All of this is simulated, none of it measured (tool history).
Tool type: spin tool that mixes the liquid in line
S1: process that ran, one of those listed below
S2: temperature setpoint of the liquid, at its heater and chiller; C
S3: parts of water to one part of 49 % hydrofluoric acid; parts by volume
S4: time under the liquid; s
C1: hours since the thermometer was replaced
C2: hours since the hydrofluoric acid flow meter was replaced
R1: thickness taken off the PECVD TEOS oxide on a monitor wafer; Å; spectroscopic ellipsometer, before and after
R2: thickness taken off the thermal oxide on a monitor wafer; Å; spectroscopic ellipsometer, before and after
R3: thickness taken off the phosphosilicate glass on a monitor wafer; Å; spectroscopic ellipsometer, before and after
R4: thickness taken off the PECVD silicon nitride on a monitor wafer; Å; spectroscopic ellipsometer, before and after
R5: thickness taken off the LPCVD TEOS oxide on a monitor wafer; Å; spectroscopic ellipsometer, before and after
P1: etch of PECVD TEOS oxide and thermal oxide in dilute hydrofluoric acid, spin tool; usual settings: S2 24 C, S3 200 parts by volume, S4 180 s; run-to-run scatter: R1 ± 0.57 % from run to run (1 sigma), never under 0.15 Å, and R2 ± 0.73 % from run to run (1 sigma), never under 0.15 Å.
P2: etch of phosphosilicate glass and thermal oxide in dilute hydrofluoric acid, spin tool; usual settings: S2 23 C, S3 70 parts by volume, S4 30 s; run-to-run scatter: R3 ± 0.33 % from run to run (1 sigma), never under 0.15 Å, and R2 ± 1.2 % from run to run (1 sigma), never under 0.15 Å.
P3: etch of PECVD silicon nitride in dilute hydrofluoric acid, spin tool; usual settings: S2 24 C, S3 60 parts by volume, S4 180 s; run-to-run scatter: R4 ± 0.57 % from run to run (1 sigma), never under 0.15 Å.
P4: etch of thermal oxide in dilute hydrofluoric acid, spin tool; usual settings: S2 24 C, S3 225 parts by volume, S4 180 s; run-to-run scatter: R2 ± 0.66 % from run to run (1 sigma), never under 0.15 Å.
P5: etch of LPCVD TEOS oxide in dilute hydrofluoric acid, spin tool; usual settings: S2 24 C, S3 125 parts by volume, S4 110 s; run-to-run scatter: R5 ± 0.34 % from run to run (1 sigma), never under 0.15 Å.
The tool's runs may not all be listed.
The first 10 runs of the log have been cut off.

{"run": 11, "hour": 122.5, "S1": "P3", "S2": 24, "S3": 60, "S4": 100, "C1": 696.8, "C2": 371.7, "R4": 53.594}
{"run": 12, "hour": 136.3, "S1": "P1", "S2": 24, "S3": 200, "S4": 15, "C1": 710.6, "C2": 385.5, "R1": 19.328, "R2": 3.1835}
{"run": 13, "hour": 147.6, "S1": "P3", "S2": 30, "S3": 60, "S4": 180, "C1": 721.9, "C2": 396.8, "R4": 142.52}
{"run": 14, "hour": 162.0, "S1": "P5", "S2": 24, "S3": 125, "S4": 110, "C1": 736.3, "C2": 411.2, "R5": 488.02}
{"run": 15, "hour": 170.4, "S1": "P1", "S2": 31, "S3": 200, "S4": 180, "C1": 744.7, "C2": 419.6, "R1": 297.36, "R2": 47.949}
{"run": 16, "hour": 184.4, "S1": "P3", "S2": 24, "S3": 60, "S4": 180, "C1": 758.7, "C2": 433.6, "R4": 95.246}
{"run": 17, "hour": 191.7, "S1": "P5", "S2": 24, "S3": 220, "S4": 110, "C1": 766, "C2": 440.9, "R5": 249.41}
{"run": 18, "hour": 201.7, "S1": "P3", "S2": 24, "S3": 20, "S4": 180, "C1": 776, "C2": 450.9, "R4": 277.85}
{"run": 19, "hour": 215.8, "S1": "P1", "S2": 24, "S3": 200, "S4": 180, "C1": 790.1, "C2": 465, "R1": 232.82, "R2": 37.154}
{"run": 20, "hour": 229.3, "S1": "P2", "S2": 23, "S3": 115, "S4": 30, "C1": 803.6, "C2": 478.5, "R2": 10.454, "R3": 440.21}
{"run": 21, "hour": 238.0, "S1": "P3", "S2": 24, "S3": 60, "S4": 180, "C1": 812.3, "C2": 487.2, "R4": 95.998}
{"run": 22, "hour": 245.6, "S1": "P1", "S2": 30, "S3": 200, "S4": 275, "C1": 819.9, "C2": 494.8, "R1": 439.75, "R2": 69.945}
{"run": 23, "hour": 259.7, "S1": "P5", "S2": 31.5, "S3": 125, "S4": 110, "C1": 834, "C2": 508.9, "R5": 652.52}

Predict the results of run 24:
{"run": 24, "hour": 267.6, "S1": "P4", "S2": 24, "S3": 225, "S4": 85, "C1": 841.9, "C2": 516.8, "R2": "?"}

{"run 24": {"R2": 15.01}}
